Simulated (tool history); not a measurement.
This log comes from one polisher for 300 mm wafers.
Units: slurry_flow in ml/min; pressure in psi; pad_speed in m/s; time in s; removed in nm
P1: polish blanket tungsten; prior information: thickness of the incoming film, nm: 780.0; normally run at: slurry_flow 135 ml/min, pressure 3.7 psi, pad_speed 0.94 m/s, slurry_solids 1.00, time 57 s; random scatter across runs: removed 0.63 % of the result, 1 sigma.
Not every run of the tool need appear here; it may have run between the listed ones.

run    day  slurry_flow  pressure  pad_speed  slurry_solids  time  wafers polished on this pad  hours since the slurry nozzle was cleaned  hours since the head pressure was calibrated  hours since the slurry blender was calibrated  hours since the slurry got fresh peroxide  removed
  1  0.196          135       3.7       0.94           1.00    57                          117                                      160.0                                          77.5                                           77.3                                       52.3   306.26
  2  0.325          135       3.7       0.94           1.00    57                          157                                      163.1                                          80.6                                           80.4                                       55.4   305.88
  3  0.496          135       3.7       0.50           1.00    57                          210                                      167.2                                          84.7                                           84.5                                       59.5   162.47
  4  0.675          135       3.7       0.94           1.00    57                          265                                      171.5                                          89.0                                           88.8                                       63.8   308.24
  5  0.912           80       3.7       0.94           0.70    57                          339                                      177.2                                          94.7                                           94.5                                       69.5   249.09
  6  1.029          135       3.7       0.94           1.00    57                          375                                      180.0                                          97.5                                           97.3                                       72.3   308.30
  7  1.225          135       3.7       1.44           0.65    57                          435                                      184.7                                         102.2                                          102.0                                       77.0   423.81
  8  1.350          135       3.7       0.94           1.00    57                          474                                      187.7                                         105.2                                          105.0                                       80.0   305.75
  9  1.504          135       1.8       0.94           1.00    57                          521                                      191.4                                         108.9                                          108.7                                       83.7   148.27
 10  1.646          210       3.7       0.94           1.00    57                          565                                      194.8                                         112.3                                          112.1                                       87.1   324.37
 11  1.871          135       3.7       0.94           0.60    57                          635                                      200.2                                         117.7                                          117.5                                       92.5   273.50
 12  2.017          135       3.7       0.94           1.00    57                          680                                      203.7                                         121.2                                          121.0                                       96.0   303.00
 13  2.146          135       3.7       0.94           1.00    78                          720                                      206.8                                         124.3                                          124.1                                       99.1   417.59
 14  2.333          135       3.7       0.94           1.00    35                          777                                      211.3                                         128.8                                          128.6                                      103.6   187.17
 15  2.550          135       3.7       0.94           1.00    57                          844                                      216.5                                         134.0                                          133.8                                      108.8   304.50
 16  2.717          135       3.7       1.44           1.00    57                          896                                      220.5                                         138.0                                          137.8                                      112.8   472.90
 17  2.875          135       3.7       0.94           1.35    57                          945                                      224.3                                         141.8                                          141.6                                      116.6   329.00
 18  3.050           85       3.7       0.94           1.00    57                          999                                      228.5                                         146.0                                          145.8                                      120.8   274.17
 19  3.242          135       4.7       0.94           1.00    57                         1058                                      233.1                                         150.6                                          150.4                                      125.4   386.73
 20  3.371          135       3.7       0.94           1.00    57                         1098                                      236.2                                         153.7                                          153.5                                      128.5   304.89
 21  3.621          135       3.7       0.94           1.00    57                         1175                                      242.2                                         159.7                                          159.5                                      134.5   286.88
 22  3.754          135       3.7       0.94           1.00    57                         1216                                      245.4                                         162.9                                          162.7                                      137.7   278.78
     3.842  -- head pressure recalibrated
 23  3.921          135       3.7       0.94           1.00    57                         1268                                      249.4                                           2.0                                          166.7                                      141.7   277.22

Run 24 is up next; what results do you expect?
     3.946  -- slurry blender recalibrated
     4.117  -- worn pad replaced by a new one
 24  4.121          135       3.7       0.94           1.00    57                            2                                      254.2                                           6.8                                            4.2                                      146.5        ?

Run 24 measured removed 275.64 nm.

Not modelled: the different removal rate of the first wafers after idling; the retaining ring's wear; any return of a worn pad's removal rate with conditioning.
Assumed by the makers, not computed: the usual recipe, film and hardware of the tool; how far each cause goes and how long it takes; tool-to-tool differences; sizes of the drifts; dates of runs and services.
